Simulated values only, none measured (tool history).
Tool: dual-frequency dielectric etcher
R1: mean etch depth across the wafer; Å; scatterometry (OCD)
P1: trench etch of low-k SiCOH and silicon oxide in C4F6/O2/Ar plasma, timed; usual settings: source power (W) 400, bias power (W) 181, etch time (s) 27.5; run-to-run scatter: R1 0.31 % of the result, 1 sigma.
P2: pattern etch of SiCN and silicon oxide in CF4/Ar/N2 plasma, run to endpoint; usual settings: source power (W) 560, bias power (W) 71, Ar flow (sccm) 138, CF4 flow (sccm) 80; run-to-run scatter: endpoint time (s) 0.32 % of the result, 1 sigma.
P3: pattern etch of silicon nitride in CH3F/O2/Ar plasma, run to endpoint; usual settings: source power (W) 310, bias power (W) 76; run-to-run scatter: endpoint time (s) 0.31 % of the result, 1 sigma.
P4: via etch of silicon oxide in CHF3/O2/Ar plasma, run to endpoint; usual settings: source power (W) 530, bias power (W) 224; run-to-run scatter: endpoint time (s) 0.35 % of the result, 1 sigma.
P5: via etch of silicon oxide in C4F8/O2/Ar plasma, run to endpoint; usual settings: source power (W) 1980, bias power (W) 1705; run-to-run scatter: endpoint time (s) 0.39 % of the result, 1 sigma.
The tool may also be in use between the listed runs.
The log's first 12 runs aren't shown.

-- hour=104.1 wet clean of the chamber
run 13 hour=105 | process_that_ran=P1 source_power_(W)=400 bias_power_(W)=181 etch_time_(s)=27.5 | R1=879.82
run 14 hour=115.9 | process_that_ran=P4 source_power_(W)=530 bias_power_(W)=224 | endpoint_time_(s)=321.64
run 15 hour=124.1 | process_that_ran=P3 source_power_(W)=410 bias_power_(W)=76 | endpoint_time_(s)=61.577
run 16 hour=131.2 | process_that_ran=P1 source_power_(W)=400 bias_power_(W)=134 etch_time_(s)=19.5 | R1=564.67
run 17 hour=139.1 | process_that_ran=P3 source_power_(W)=310 bias_power_(W)=45 | endpoint_time_(s)=81.219
run 18 hour=145.3 | process_that_ran=P4 source_power_(W)=330 bias_power_(W)=224 | endpoint_time_(s)=381.78
run 19 hour=155.2 | process_that_ran=P5 source_power_(W)=1980 bias_power_(W)=2346 | endpoint_time_(s)=232.81
run 20 hour=161.8 | process_that_ran=P4 source_power_(W)=530 bias_power_(W)=130 | endpoint_time_(s)=385.04
run 21 hour=171.4 | process_that_ran=P1 source_power_(W)=400 bias_power_(W)=181 etch_time_(s)=27.5 | R1=873.97
run 22 hour=180.1 | process_that_ran=P5 source_power_(W)=1980 bias_power_(W)=1705 | endpoint_time_(s)=257.54
run 23 hour=189.5 | process_that_ran=P3 source_power_(W)=310 bias_power_(W)=76 | endpoint_time_(s)=68.146
run 24 hour=195.5 | process_that_ran=P2 source_power_(W)=560 bias_power_(W)=44 Ar_flow_(sccm)=138 CF4_flow_(sccm)=80 | endpoint_time_(s)=13.806
run 25 hour=205.9 | process_that_ran=P1 source_power_(W)=400 bias_power_(W)=181 etch_time_(s)=39 | R1=1246.2
run 26 hour=214.1 | process_that_ran=P1 source_power_(W)=400 bias_power_(W)=181 etch_time_(s)=21 | R1=671.71
run 27 hour=224 | process_that_ran=P1 source_power_(W)=510 bias_power_(W)=181 etch_time_(s)=35.5 | R1=1252.1
run 28 hour=233.5 | process_that_ran=P1 source_power_(W)=400 bias_power_(W)=181 etch_time_(s)=27.5 | R1=878.74
run 29 hour=239.8 | process_that_ran=P1 source_power_(W)=510 bias_power_(W)=181 etch_time_(s)=27.5 | R1=968.75
run 30 hour=244.8 | process_that_ran=P1 source_power_(W)=400 bias_power_(W)=181 etch_time_(s)=27.5 | R1=879.3
run 31 hour=251.9 | process_that_ran=P1 source_power_(W)=400 bias_power_(W)=181 etch_time_(s)=27.5 | R1=873.62

Run 32 comes next. What will it give?
run 32 hour=257.2 | process_that_ran=P1 source_power_(W)=400 bias_power_(W)=181 etch_time_(s)=27.5 | R1=?

R1: 875.35 Å
